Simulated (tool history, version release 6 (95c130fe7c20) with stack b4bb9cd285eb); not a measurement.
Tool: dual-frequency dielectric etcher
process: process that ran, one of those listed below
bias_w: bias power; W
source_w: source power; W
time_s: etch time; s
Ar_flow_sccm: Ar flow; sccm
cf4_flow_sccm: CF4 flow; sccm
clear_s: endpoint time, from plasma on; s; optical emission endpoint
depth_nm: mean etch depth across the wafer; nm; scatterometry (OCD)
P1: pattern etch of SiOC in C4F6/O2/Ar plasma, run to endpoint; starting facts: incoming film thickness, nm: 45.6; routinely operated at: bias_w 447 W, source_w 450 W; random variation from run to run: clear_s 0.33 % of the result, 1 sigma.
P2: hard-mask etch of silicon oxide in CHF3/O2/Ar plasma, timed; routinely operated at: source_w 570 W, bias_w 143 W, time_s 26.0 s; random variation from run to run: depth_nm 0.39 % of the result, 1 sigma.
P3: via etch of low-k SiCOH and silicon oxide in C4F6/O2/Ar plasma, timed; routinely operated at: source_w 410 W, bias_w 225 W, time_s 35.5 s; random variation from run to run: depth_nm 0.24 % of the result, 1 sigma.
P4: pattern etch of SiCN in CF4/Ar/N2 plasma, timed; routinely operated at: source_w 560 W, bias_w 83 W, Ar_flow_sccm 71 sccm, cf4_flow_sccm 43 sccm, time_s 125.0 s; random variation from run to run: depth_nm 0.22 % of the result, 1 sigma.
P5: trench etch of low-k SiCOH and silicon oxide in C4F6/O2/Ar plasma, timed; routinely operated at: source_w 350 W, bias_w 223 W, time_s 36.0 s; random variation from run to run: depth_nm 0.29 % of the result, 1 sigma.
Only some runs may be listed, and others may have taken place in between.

run	hour	process	bias_w	source_w	time_s	Ar_flow_sccm	cf4_flow_sccm	hours since the last wet clean	hours since the last bias power generator calibration	hours since the last source power generator calibration	clear_s	depth_nm
1	18.8	P1	447	450				423.5	1975.6	1381.4	15.553	
2	33.4	P2	143	570	19.5			438.1	1990.2	1396.0		36.068
3	51.4	P1	447	450				456.1	2008.2	1414.0	15.743	
4	64.9	P2	109	570	26.0			469.6	2021.7	1427.5		43.991
5	79.2	P3	311	410	35.5			483.9	2036.0	1441.8		99.677
6	87.5	P1	447	450				492.2	2044.3	1450.1	15.630	
7	96.2	P1	447	450				500.9	2053.0	1458.8	15.642	
8	112.2	P4	83	560	125.0	71	43	516.9	2069.0	1474.8		135.030
9	123.2	P5	223	220	36.0			527.9	2080.0	1485.8		101.100
10	140.9	P1	278	590				545.6	2097.7	1503.5	16.677	
# hour 148.8: wet clean of the chamber
11	154.2	P1	447	580				5.5	2111.0	1516.8	14.271	
12	170.9	P2	143	350	26.0			22.2	2127.7	1533.5		39.652
13	188.6	P5	143	350	36.0			39.9	2145.4	1551.2		104.750
14	206.8	P3	225	320	35.5			58.1	2163.6	1569.4		80.982
15	218.9	P4	83	560	125.0	95	43	70.2	2175.7	1581.5		128.450
16	233.7	P1	447	450				85.0	2190.5	1596.3	15.608	
17	245.5	P1	271	450				96.8	2202.3	1608.1	18.651	
18	262.8	P1	539	450				114.1	2219.6	1625.4	14.591	
19	274.8	P4	83	420	125.0	71	43	126.1	2231.6	1637.4		104.930
20	285.8	P5	223	350	36.0			137.1	2242.6	1648.4		119.780
21	295.3	P4	83	560	125.0	71	55	146.6	2252.1	1657.9		139.760
22	310.6	P5	223	350	36.0			161.9	2267.4	1673.2		120.350
23	324.1	P1	447	330				175.4	2280.9	1686.7	17.460	
24	336.0	P5	223	350	22.0			187.3	2292.8	1698.6		73.337
25	347.0	P3	225	410	35.5			198.3	2303.8	1709.6		88.917
26	356.6	P2	143	570	26.0			207.9	2313.4	1719.2		47.911
27	365.0	P4	83	560	94.5	71	43	216.3	2321.8	1727.6		102.250
28	378.3	P1	355	370				229.6	2335.1	1740.9	18.260	
29	386.8	P4	59	560	125.0	71	43	238.1	2343.6	1749.4		120.060
30	401.7	P3	225	410	50.5			253.0	2358.5	1764.3		127.010
31	414.7	P1	447	450				266.0	2371.5	1777.3	15.644	
32	429.5	P1	447	450				280.8	2386.3	1792.1	15.708	
33	442.2	P1	447	450				293.5	2399.0	1804.8	15.723	
34	451.4	P1	447	450				302.7	2408.2	1814.0	15.798	
35	462.1	P1	447	450				313.4	2418.9	1824.7	15.852	
# hour 464.8: wet clean of the chamber
36	479.3	P1	447	450				14.5	2436.1	1841.9	15.888	
37	493.6	P1	447	450				28.8	2450.4	1856.2	15.805	
38	508.2	P1	447	450				43.4	2465.0	1870.8	15.849	

Estimate the outcome of run 39 from the log above:
39	518.6	P1	447	450				53.8	2475.4	1881.2	?	

clear_s: 15.856 s
